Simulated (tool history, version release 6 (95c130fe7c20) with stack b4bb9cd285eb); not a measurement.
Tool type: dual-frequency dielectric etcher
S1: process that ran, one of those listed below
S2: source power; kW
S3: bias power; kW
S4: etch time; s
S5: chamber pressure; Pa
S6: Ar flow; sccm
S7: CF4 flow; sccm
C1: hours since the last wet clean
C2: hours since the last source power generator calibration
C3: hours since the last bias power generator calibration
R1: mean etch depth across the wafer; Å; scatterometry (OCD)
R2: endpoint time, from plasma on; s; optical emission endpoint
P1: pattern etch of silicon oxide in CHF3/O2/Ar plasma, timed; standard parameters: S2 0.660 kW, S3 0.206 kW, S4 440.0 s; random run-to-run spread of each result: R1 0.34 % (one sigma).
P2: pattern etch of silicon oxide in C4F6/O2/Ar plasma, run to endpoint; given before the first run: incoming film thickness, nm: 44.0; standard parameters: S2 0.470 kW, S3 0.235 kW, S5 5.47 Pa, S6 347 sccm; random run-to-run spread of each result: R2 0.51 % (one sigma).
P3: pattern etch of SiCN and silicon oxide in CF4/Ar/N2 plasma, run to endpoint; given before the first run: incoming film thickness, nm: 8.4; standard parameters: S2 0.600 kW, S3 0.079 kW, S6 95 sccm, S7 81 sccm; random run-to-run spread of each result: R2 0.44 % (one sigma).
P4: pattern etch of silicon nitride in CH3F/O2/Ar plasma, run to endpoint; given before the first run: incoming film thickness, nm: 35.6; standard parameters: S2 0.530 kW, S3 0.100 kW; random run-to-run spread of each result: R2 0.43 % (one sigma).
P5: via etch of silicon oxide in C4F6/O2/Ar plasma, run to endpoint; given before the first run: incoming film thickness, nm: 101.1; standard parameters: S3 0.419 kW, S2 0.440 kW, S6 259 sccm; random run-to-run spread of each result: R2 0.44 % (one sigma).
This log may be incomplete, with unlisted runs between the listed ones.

run	hour	S1	S2	S3	S4	S5	S6	S7	C1	C2	C3	R1	R2
1	10.1	P1	0.660	0.206	440.0				55.7	2123.2	1558.4	9269.7	
2	19.5	P1	0.660	0.161	338.0				65.1	2132.6	1567.8	6547.6	
3	31.4	P2	0.470	0.235		3.80	347		77.0	2144.5	1579.7		12.2070
4	38.6	P2	0.470	0.235		5.47	347		84.2	2151.7	1586.9		12.6630
5	50.6	P1	0.660	0.206	440.0				96.2	2163.7	1598.9	9293.0	
6	59.4	P5	0.440	0.419			259		105.0	2172.5	1607.7		22.9780
7	70.5	P1	0.910	0.206	312.0				116.1	2183.6	1618.8	7436.9	
8	80.1	P3	0.600	0.108			95	81	125.7	2193.2	1628.4		6.5588
9	89.5	P4	0.420	0.100					135.1	2202.6	1637.8		45.3100
10	94.9	P3	0.780	0.079			95	81	140.5	2208.0	1643.2		5.7764
11	105.1	P5	0.440	0.568			259		150.7	2218.2	1653.4		20.7020
12	113.6	P1	0.410	0.206	578.5				159.2	2226.7	1661.9	10214.0	
13	119.3	P1	0.660	0.206	440.0				164.9	2232.4	1667.6	9294.1	
14	127.0	P1	0.470	0.206	440.0				172.6	2240.1	1675.3	8169.1	
15	138.6	P5	0.550	0.419			259		184.2	2251.7	1686.9		21.2920
16	144.4	P4	0.530	0.100					190.0	2257.5	1692.7		41.6080
17	152.1	P5	0.440	0.419			150		197.7	2265.2	1700.4		21.7580
18	163.8	P4	0.530	0.125					209.4	2276.9	1712.1		38.0440
19	172.0	P1	0.660	0.134	440.0				217.6	2285.1	1720.3	8024.4	
20	183.4	P1	0.660	0.206	440.0				229.0	2296.5	1731.7	9298.8	
21	190.3	P1	0.660	0.206	304.5				235.9	2303.4	1738.6	6427.2	
22	202.1	P1	0.860	0.206	440.0				247.7	2315.2	1750.4	10259.0	
23	214.1	P1	0.660	0.206	440.0				259.7	2327.2	1762.4	9269.0	
24	226.2	P3	0.600	0.079			66	81	271.8	2339.3	1774.5		6.9869
25	238.2	P1	0.660	0.206	440.0				283.8	2351.3	1786.5	9252.6	
26	249.9	P2	0.470	0.174		5.47	347		295.5	2363.0	1798.2		13.9270
27	259.5	P2	0.330	0.235		5.47	347		305.1	2372.6	1807.8		14.4610
28	271.2	P2	0.470	0.235		5.47	347		316.8	2384.3	1819.5		12.5680
29	278.7	P1	0.660	0.206	587.5				324.3	2391.8	1827.0	12393.0	
30	285.0	P4	0.530	0.100					330.6	2398.1	1833.3		41.2530
31	291.7	P3	0.600	0.079			95	98	337.3	2404.8	1840.0		7.0632
32	300.9	P1	0.660	0.289	440.0				346.5	2414.0	1849.2	10403.0	
33	306.6	P2	0.470	0.235		5.47	213		352.2	2419.7	1854.9		12.0200
34	315.6	P3	0.600	0.079			95	81	361.2	2428.7	1863.9		7.2971
35	323.6	P1	0.660	0.206	440.0				369.2	2436.7	1871.9	9267.2	
36	333.6	P1	0.660	0.206	440.0				379.2	2446.7	1881.9	9310.7	
37	342.8	P1	0.660	0.206	440.0				388.4	2455.9	1891.1	9196.5	
38	348.8	P1	0.660	0.206	440.0				394.4	2461.9	1897.1	9161.8	
39	358.0	P1	0.660	0.206	440.0				403.6	2471.1	1906.3	9155.8	
40	369.0	P1	0.660	0.206	440.0				414.6	2482.1	1917.3	9123.4	
41	377.3	P1	0.660	0.206	440.0				422.9	2490.4	1925.6	9151.0	
42	384.3	P1	0.660	0.206	440.0				429.9	2497.4	1932.6	9122.1	
# hour 386.6: wet clean of the chamber
43	395.6	P1	0.660	0.206	440.0				9.0	2508.7	1943.9	9125.5	
44	402.8	P1	0.660	0.206	440.0				16.2	2515.9	1951.1	9152.2	
45	408.6	P1	0.660	0.206	440.0				22.0	2521.7	1956.9	9156.9	

What P1 gives has crept away from where it was. These 2 causes fit the log equally well, each at the size given:
A: source power that arrives under what is set, % = 4.38
B: bias power that arrives under what is set, % = 4.87
At approximately hour 323.6, the process output began to creep.
Ruled out, with reasons:
chamber walls in a state that lowers the etch rate, %: serviced at hour 386.6, after the change had begun; the process did not return to its earlier output

The 4 check runs listed below each average the results of 2 wafers, and their outcomes are marked with question marks. Under which run would the listed causes produce clearly different results?
check 1	414.4	P5	0.440	0.419			259						?
check 2	414.4	P2	0.470	0.235		5.47	347						?
check 3	414.4	P3	0.600	0.079			95	81					?
check 4	414.4	P4	0.530	0.100									?

What every check run would give for each of its results, assuming each possible cause in turn:
check	result	if A	if B
check 1	R2	23.5070	23.5390
check 2	R2	12.8290	12.8190
check 3	R2	7.5927	7.4169
check 4	R2	42.0840	42.1320
Per check, the gap between the least separated pair of causes, taken in the result that splits them most: check 1 0.13 %; check 2 0.08 %; check 3 2.34 %; check 4 0.11 %
Of the check runs offered, only check 3 discriminates between the causes; the rest would read about the same regardless of which cause applies.

Check 3 was carried out, with these results: R2 7.5838 s. Which of the listed causes is responsible?

A is the cause: source power that arrives under what is set, %.
